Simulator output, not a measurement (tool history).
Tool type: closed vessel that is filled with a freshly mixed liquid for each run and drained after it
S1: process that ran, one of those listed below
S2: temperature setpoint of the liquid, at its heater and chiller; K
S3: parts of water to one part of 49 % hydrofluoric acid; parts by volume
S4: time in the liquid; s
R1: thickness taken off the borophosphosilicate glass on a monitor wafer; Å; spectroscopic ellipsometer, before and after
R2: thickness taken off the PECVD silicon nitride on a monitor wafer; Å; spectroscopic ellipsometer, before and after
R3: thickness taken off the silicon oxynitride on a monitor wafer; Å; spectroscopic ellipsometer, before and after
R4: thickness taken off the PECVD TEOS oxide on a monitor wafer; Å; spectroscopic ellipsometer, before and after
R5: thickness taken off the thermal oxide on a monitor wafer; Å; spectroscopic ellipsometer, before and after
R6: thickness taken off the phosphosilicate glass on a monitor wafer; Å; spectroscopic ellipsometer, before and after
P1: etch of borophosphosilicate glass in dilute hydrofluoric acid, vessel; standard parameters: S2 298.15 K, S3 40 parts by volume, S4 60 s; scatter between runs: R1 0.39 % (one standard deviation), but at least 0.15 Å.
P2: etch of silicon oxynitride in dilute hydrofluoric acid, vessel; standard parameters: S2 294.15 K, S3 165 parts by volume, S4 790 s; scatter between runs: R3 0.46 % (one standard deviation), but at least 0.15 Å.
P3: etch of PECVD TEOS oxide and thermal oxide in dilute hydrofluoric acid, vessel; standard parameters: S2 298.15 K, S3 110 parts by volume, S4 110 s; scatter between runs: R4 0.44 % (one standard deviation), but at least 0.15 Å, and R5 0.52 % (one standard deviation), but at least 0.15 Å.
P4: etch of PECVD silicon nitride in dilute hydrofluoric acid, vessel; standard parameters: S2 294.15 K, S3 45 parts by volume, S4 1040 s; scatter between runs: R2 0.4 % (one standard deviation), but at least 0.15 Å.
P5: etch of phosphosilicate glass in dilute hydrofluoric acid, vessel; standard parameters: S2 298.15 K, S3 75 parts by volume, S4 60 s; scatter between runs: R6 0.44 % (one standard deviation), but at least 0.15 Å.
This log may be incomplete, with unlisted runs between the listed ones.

Run 1, hour 2.8: S1 P1, S2 298.15 K, S3 40 parts by volume, S4 60 s. Result: R1 899.07 Å.
Run 2, hour 7.9: S1 P1, S2 298.15 K, S3 40 parts by volume, S4 60 s. Result: R1 892.74 Å.
Run 3, hour 11.1: S1 P4, S2 294.15 K, S3 25 parts by volume, S4 1040 s. Result: R2 706.000 Å.
Run 4, hour 16.5: S1 P1, S2 298.15 K, S3 40 parts by volume, S4 60 s. Result: R1 892.95 Å.
Run 5, hour 20.6: S1 P2, S2 294.15 K, S3 165 parts by volume, S4 790 s. Result: R3 127.15 Å.
Run 6, hour 25.0: S1 P1, S2 294.15 K, S3 40 parts by volume, S4 60 s. Result: R1 753.42 Å.
Run 7, hour 31.3: S1 P1, S2 298.15 K, S3 40 parts by volume, S4 60 s. Result: R1 892.92 Å.
At hour 31.7: hydrofluoric acid flow meter replaced.
Run 8, hour 34.9: S1 P3, S2 290.15 K, S3 110 parts by volume, S4 110 s. Result: R4 188.33 Å, R5 38.044 Å.
Run 9, hour 41.0: S1 P1, S2 298.15 K, S3 60 parts by volume, S4 60 s. Result: R1 580.23 Å.
Run 10, hour 45.4: S1 P3, S2 298.15 K, S3 110 parts by volume, S4 185 s. Result: R4 435.30 Å, R5 87.954 Å.
Run 11, hour 48.2: S1 P1, S2 304.65 K, S3 40 parts by volume, S4 60 s. Result: R1 1157.40 Å.
Run 12, hour 53.7: S1 P1, S2 298.15 K, S3 20 parts by volume, S4 60 s. Result: R1 1830.70 Å.
Run 13, hour 59.4: S1 P5, S2 298.15 K, S3 75 parts by volume, S4 60 s. Result: R6 521.41 Å.
Run 14, hour 64.3: S1 P4, S2 294.15 K, S3 45 parts by volume, S4 1040 s. Result: R2 402.290 Å.
Run 15, hour 68.8: S1 P5, S2 298.15 K, S3 75 parts by volume, S4 30 s. Result: R6 261.64 Å.
Run 16, hour 75.2: S1 P5, S2 298.15 K, S3 45 parts by volume, S4 60 s. Result: R6 906.79 Å.
Run 17, hour 80.5: S1 P2, S2 290.15 K, S3 165 parts by volume, S4 790 s. Result: R3 105.56 Å.
Run 18, hour 85.5: S1 P2, S2 294.15 K, S3 165 parts by volume, S4 1520 s. Result: R3 243.70 Å.
Run 19, hour 92.0: S1 P1, S2 298.15 K, S3 40 parts by volume, S4 60 s. Result: R1 893.39 Å.
Run 20, hour 95.2: S1 P5, S2 298.15 K, S3 75 parts by volume, S4 60 s. Result: R6 521.51 Å.
Run 21, hour 99.2: S1 P4, S2 294.15 K, S3 45 parts by volume, S4 95 s. Result: R2 36.764 Å.
Run 22, hour 103.9: S1 P4, S2 290.15 K, S3 45 parts by volume, S4 1040 s. Result: R2 303.380 Å.
Run 23, hour 108.3: S1 P3, S2 298.15 K, S3 185 parts by volume, S4 110 s. Result: R4 141.60 Å, R5 28.590 Å.
Run 24, hour 113.2: S1 P1, S2 298.15 K, S3 40 parts by volume, S4 30 s. Result: R1 445.58 Å.
Run 25, hour 118.5: S1 P5, S2 294.15 K, S3 75 parts by volume, S4 60 s. Result: R6 441.80 Å.
Run 26, hour 124.2: S1 P2, S2 294.15 K, S3 165 parts by volume, S4 790 s. Result: R3 127.39 Å.
Run 27, hour 129.5: S1 P3, S2 298.15 K, S3 110 parts by volume, S4 110 s. Result: R4 260.10 Å, R5 52.653 Å.
Run 28, hour 135.6: S1 P1, S2 298.15 K, S3 40 parts by volume, S4 90 s. Result: R1 1334.50 Å.
Run 29, hour 142.0: S1 P2, S2 294.15 K, S3 85 parts by volume, S4 790 s. Result: R3 261.30 Å.
Run 30, hour 146.5: S1 P1, S2 298.15 K, S3 20 parts by volume, S4 85 s. Result: R1 2605.70 Å.
Run 31, hour 150.8: S1 P4, S2 294.15 K, S3 45 parts by volume, S4 1040 s. Result: R2 403.410 Å.
Run 32, hour 154.3: S1 P1, S2 298.15 K, S3 40 parts by volume, S4 60 s. Result: R1 899.00 Å.
Run 33, hour 159.7: S1 P1, S2 298.15 K, S3 40 parts by volume, S4 60 s. Result: R1 914.25 Å.
Run 34, hour 165.3: S1 P1, S2 298.15 K, S3 40 parts by volume, S4 60 s. Result: R1 922.72 Å.
Run 35, hour 171.1: S1 P1, S2 298.15 K, S3 40 parts by volume, S4 60 s. Result: R1 927.06 Å.
Run 36, hour 176.6: S1 P1, S2 298.15 K, S3 40 parts by volume, S4 60 s. Result: R1 945.62 Å.
Run 37, hour 179.8: S1 P1, S2 298.15 K, S3 40 parts by volume, S4 60 s. Result: R1 942.30 Å.
Run 38, hour 183.2: S1 P1, S2 298.15 K, S3 40 parts by volume, S4 60 s. Result: R1 949.70 Å.
Run 39, hour 189.0: S1 P1, S2 298.15 K, S3 40 parts by volume, S4 60 s. Result: R1 951.06 Å.
Run 40, hour 192.7: S1 P1, S2 298.15 K, S3 40 parts by volume, S4 60 s. Result: R1 949.56 Å.
Run 41, hour 195.8: S1 P1, S2 298.15 K, S3 40 parts by volume, S4 60 s. Result: R1 954.57 Å.
Run 42, hour 200.0: S1 P1, S2 298.15 K, S3 40 parts by volume, S4 60 s. Result: R1 953.08 Å.
Run 43, hour 205.9: S1 P1, S2 298.15 K, S3 40 parts by volume, S4 60 s. Result: R1 954.32 Å.

What P1 gives has crept off from where it sat before. The 2 causes that follow fit the log equally well, each at the size noted:
A: liquid hotter than its thermometer reads (K) = 1.56
B: hydrofluoric acid flow above the setpoint (%) = 6.23
The drift started at roughly hour 154.3.

Listed below are the offered check runs, one wafer per run, with question marks in place of results. For which of them would the causes give clearly different outcomes?
Run check 1, hour 211.8: S1 P4, S2 290.15 K, S3 45 parts by volume, S4 1040 s. Result: R2 ?.
Run check 2, hour 211.8: S1 P2, S2 290.15 K, S3 165 parts by volume, S4 1175 s. Result: R3 ?.
Run check 3, hour 211.8: S1 P3, S2 291.65 K, S3 165 parts by volume, S4 110 s. Result: R4 ?, R5 ?.
Run check 4, hour 211.8: S1 P5, S2 298.15 K, S3 50 parts by volume, S4 30 s. Result: R6 ?.

Expected result of each check under each candidate cause:
  check  result     if A     if B
check 1      R2  337.810  320.700
check 2      R3   168.42   166.92
check 3      R4   134.21   135.30
check 3      R5   27.047   27.267
check 4      R6   431.51   431.97
Per check, the gap between the least separated pair of causes, taken in the result that splits them most: check 1 5.2 %; check 2 0.9 %; check 3 0.81 %; check 4 0.11 %
The other checks would show nearly matching results whichever cause is true, so check 1 is the only one that separates the causes.

With check 1 done, the readings were: R2 338.760 Å. Identify which of the listed causes applies.

Of the candidate causes, it is A: liquid hotter than its thermometer reads (K).
